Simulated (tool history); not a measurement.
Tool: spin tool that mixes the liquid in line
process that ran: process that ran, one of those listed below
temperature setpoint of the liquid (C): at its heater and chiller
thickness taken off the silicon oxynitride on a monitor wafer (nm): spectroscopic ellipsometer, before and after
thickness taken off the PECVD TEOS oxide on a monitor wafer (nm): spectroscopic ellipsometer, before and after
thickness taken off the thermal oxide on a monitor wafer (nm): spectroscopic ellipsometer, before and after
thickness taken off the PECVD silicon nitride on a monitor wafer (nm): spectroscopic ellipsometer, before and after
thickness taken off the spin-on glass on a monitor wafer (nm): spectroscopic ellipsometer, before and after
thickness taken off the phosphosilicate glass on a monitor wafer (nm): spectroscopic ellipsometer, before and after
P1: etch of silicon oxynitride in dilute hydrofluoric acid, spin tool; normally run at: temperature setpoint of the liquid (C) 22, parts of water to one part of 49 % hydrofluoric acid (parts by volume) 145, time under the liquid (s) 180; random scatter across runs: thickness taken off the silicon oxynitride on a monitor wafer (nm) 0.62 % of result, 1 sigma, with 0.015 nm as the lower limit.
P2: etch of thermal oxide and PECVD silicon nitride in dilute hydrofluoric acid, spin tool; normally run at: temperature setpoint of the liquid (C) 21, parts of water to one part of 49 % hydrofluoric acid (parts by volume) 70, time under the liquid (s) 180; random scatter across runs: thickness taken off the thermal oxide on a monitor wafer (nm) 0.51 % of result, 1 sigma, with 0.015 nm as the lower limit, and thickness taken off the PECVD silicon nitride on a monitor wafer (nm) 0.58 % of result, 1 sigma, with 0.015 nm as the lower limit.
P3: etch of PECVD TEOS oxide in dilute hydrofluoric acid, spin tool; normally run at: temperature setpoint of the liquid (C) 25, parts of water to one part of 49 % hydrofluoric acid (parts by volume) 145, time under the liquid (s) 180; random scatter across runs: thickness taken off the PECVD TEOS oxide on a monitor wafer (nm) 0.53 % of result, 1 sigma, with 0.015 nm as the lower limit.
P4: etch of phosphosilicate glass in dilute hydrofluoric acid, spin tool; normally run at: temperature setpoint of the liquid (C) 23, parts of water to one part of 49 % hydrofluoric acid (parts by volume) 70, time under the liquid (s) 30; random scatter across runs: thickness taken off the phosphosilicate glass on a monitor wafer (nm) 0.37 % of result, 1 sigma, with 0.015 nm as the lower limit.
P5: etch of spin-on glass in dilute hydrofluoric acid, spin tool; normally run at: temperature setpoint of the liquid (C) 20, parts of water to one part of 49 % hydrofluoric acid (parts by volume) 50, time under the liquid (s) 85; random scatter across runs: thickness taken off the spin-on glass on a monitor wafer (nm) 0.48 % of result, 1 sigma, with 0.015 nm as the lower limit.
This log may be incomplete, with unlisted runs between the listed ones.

run,day,process that ran,temperature setpoint of the liquid (C),parts of water to one part of 49 % hydrofluoric acid (parts by volume),time under the liquid (s),hours since the thermometer was replaced,hours since the hydrofluoric acid flow meter was replaced,thickness taken off the silicon oxynitride on a monitor wafer (nm),thickness taken off the PECVD TEOS oxide on a monitor wafer (nm),thickness taken off the thermal oxide on a monitor wafer (nm),thickness taken off the PECVD silicon nitride on a monitor wafer (nm),thickness taken off the spin-on glass on a monitor wafer (nm),thickness taken off the phosphosilicate glass on a monitor wafer (nm)
1,0.583,P1,22,145,180,1319.8,270.3,5.3079,,,,,
2,1.154,P3,25,145,180,1333.5,284,,10.354,,,,
3,1.608,P3,25,145,280,1344.4,294.9,,16.226,,,,
4,2.05,P2,21,20,180,1355,305.5,,,43.334,11.928,,
5,2.6,P1,22,145,180,1368.2,318.7,5.3594,,,,,
6,3.175,P1,18.5,145,180,1382,332.5,4.4781,,,,,
7,3.575,P1,22,145,325,1391.6,342.1,9.6013,,,,,
8,3.992,P5,20,50,170,1401.6,352.1,,,,,112.57,
9,4.338,P4,17,70,30,1409.9,360.4,,,,,,52.45
# day 4.512: thermometer replaced
10,4.821,P1,22,255,180,7.4,372,2.8318,,,,,
11,5.338,P2,21,70,180,19.8,384.4,,,11.543,3.5637,,
12,5.829,P1,22,145,25,31.6,396.2,0.74888,,,,,
13,6.138,P1,22,50,180,39,403.6,16.509,,,,,
14,6.517,P3,25,35,180,48.1,412.7,,49.877,,,,
15,7.138,P1,22,145,180,63,427.6,5.3974,,,,,
16,7.525,P2,17,70,180,72.3,436.9,,,9.7719,2.6719,,
17,7.879,P3,25,145,180,80.8,445.4,,10.421,,,,
18,8.388,P1,22,145,180,93,457.6,5.2925,,,,,
19,8.775,P5,20,20,85,102.3,466.9,,,,,147.85,
20,9.346,P4,23,70,60,116,480.6,,,,,,134.6
21,9.779,P1,27,145,180,126.4,491,6.7263,,,,,
22,10.367,P5,20,50,85,140.5,505.1,,,,,56.141,
23,10.908,P5,17,50,85,153.5,518.1,,,,,49.67,
24,11.4,P1,22,145,180,165.3,529.9,5.2759,,,,,
25,12.012,P4,23,35,30,180,544.6,,,,,,141.99
26,12.692,P3,33,145,180,196.3,560.9,,13.842,,,,
27,13.046,P1,17,245,180,204.8,569.4,2.334,,,,,
28,13.429,P4,23,70,30,214,578.6,,,,,,67.656
29,14.117,P1,22,215,40,230.5,595.1,0.79152,,,,,
30,14.454,P2,21,70,15,238.6,603.2,,,0.96476,0.29572,,
31,14.867,P1,22,145,180,248.5,613.1,5.2229,,,,,
32,15.346,P1,22,145,180,260,624.6,5.0962,,,,,
33,15.812,P1,22,145,180,271.2,635.8,5.0297,,,,,
34,16.3,P1,22,145,180,282.9,647.5,4.9273,,,,,
35,16.642,P1,22,145,180,291.1,655.7,4.9146,,,,,
36,17.329,P1,22,145,180,307.6,672.2,4.8598,,,,,
37,17.783,P1,22,145,180,318.5,683.1,4.904,,,,,
38,18.333,P1,22,145,180,331.7,696.3,4.8989,,,,,
39,18.858,P1,22,145,180,344.3,708.9,4.7458,,,,,
40,19.504,P1,22,145,180,359.8,724.4,4.8369,,,,,
41,19.842,P1,22,145,180,367.9,732.5,4.8445,,,,,

Compared with where it was, what P1 gives has crept away. Each cause listed below fits the log as well as the rest, at the size given for it:
A: liquid colder than its thermometer reads (K) = 2.09
B: hydrofluoric acid flow below the setpoint (%) = 8.5
The onset of the drift is placed at about day 14.867.

Which of the check runs below tells the causes apart, meaning the causes would give it clearly different results? Each run uses 2 wafers whose results are averaged, and each result is shown as a question mark.
check 1,20.179,P5,20,50,155,,,,,,,?,
check 2,20.179,P3,25,50,265,,,,?,,,,
check 3,20.179,P4,23,45,50,,,,,,,,?
check 4,20.179,P2,21,25,45,,,,,?,?,,

Outcome of each check run for each possible cause:
check,result,if A,if B
check 1,thickness taken off the spin-on glass on a monitor wafer (nm),94.054,93.604
check 2,thickness taken off the PECVD TEOS oxide on a monitor wafer (nm),45.8,45.39
check 3,thickness taken off the phosphosilicate glass on a monitor wafer (nm),165.77,164.69
check 4,thickness taken off the thermal oxide on a monitor wafer (nm),7.7877,7.7787
check 4,thickness taken off the PECVD silicon nitride on a monitor wafer (nm),2.0877,2.2207
Separation of the two closest causes in each check, using whichever result separates them best: check 1 0.48 %; check 2 0.9 %; check 3 0.65 %; check 4 6.18 %
The other checks would show nearly matching results whichever cause is true, so check 4 is the only one that separates the causes.

Running check 4 produced the following: thickness taken off the thermal oxide on a monitor wafer (nm) 7.768; thickness taken off the PECVD silicon nitride on a monitor wafer (nm) 2.0881. Which one of the listed causes fits?

It was cause A: liquid colder than its thermometer reads (K).
